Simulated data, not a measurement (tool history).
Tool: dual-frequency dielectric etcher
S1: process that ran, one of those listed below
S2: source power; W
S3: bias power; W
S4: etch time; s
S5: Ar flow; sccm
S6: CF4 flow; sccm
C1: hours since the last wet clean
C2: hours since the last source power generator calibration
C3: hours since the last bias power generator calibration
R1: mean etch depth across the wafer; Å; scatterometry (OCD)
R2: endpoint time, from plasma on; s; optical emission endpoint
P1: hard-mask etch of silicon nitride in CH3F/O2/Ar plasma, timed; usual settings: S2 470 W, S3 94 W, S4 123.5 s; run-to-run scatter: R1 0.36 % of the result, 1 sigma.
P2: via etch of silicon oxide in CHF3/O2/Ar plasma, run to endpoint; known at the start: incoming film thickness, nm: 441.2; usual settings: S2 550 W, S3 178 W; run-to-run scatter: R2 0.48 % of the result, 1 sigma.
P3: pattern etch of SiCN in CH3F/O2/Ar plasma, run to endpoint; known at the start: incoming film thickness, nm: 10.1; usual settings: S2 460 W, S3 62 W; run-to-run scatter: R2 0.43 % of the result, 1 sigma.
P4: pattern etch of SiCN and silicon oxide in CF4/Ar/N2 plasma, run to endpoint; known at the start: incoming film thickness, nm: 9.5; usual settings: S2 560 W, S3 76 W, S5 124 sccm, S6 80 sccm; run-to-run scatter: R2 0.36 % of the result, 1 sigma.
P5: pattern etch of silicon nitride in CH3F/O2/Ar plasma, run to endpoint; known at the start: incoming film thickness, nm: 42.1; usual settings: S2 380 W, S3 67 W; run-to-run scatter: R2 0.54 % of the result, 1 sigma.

run   hour  S1   S2   S3     S4   S5   S6     C1     C2      C3       R1        R2
  1    3.3  P1  470   94  123.5            112.8  664.2  1414.1   990.27
  2    7.0  P2  550  178                   116.5  667.9  1417.8           228.9800
  3   10.2  P1  470   94  123.5            119.7  671.1  1421.0   994.63
  4   13.6  P4  560   76         124  109  123.1  674.5  1424.4             8.7403
  5   17.8  P3  270   62                   127.3  678.7  1428.6            32.5210
  6   21.4  P2  550  178                   130.9  682.3  1432.2           229.8100
      22.8  -- source power generator calibrated
  7   24.0  P1  470   94  155.0            133.5    1.2  1434.8  1247.40
  8   27.5  P3  460   42                   137.0    4.7  1438.3            30.0270
  9   31.2  P2  550  123                   140.7    8.4  1442.0           258.9500
 10   34.8  P1  470   60  123.5            144.3   12.0  1445.6   847.09
 11   36.9  P1  470   94  123.5            146.4   14.1  1447.7   994.22
 12   41.8  P1  270   94  123.5            151.3   19.0  1452.6   807.33
 13   45.9  P4  560   92         124   80  155.4   23.1  1456.7             8.5584
 14   48.5  P5  380   42                   158.0   25.7  1459.3            72.8560
 15   51.7  P1  470  112  123.5            161.2   28.9  1462.5  1054.20
 16   54.0  P5  380   67                   163.5   31.2  1464.8            63.2500
 17   57.7  P5  270   67                   167.2   34.9  1468.5            72.2310
 18   61.6  P5  380   67                   171.1   38.8  1472.4            62.5340
 19   64.5  P4  560   76         148   80  174.0   41.7  1475.3             9.4312
 20   67.7  P4  660   76         124   80  177.2   44.9  1478.5             7.9070
 21   71.6  P4  560   76         124   80  181.1   48.8  1482.4             9.1619
 22   76.3  P2  650  178                   185.8   53.5  1487.1           216.4700
 23   79.5  P1  560   94   78.5            189.0   56.7  1490.3   672.40
 24   82.5  P1  660   94  123.5            192.0   59.7  1493.3  1129.90
 25   85.5  P1  470   94  123.5            195.0   62.7  1496.3   990.22
 26   90.3  P1  470   94   78.5            199.8   67.5  1501.1   632.77
 27   93.5  P3  460   62                   203.0   70.7  1504.3            26.7790
 28   97.7  P1  470   94  123.5            207.2   74.9  1508.5   986.38
 29  100.5  P1  470   94  123.5            210.0   77.7  1511.3   982.71
 30  103.0  P1  470   94  123.5            212.5   80.2  1513.8   982.95
 31  106.3  P1  470   94  123.5            215.8   83.5  1517.1   974.82
 32  111.1  P1  470   94  123.5            220.6   88.3  1521.9   974.54
     112.5  -- wet clean of the chamber
 33  115.2  P1  470   94  123.5              2.8   92.4  1526.0   970.09

Run 34 comes next. What will it give?
 34  117.4  P1  470  94  123.5          5.0  94.6  1528.2   ?

{"run 34": {"R1": 980.61}}
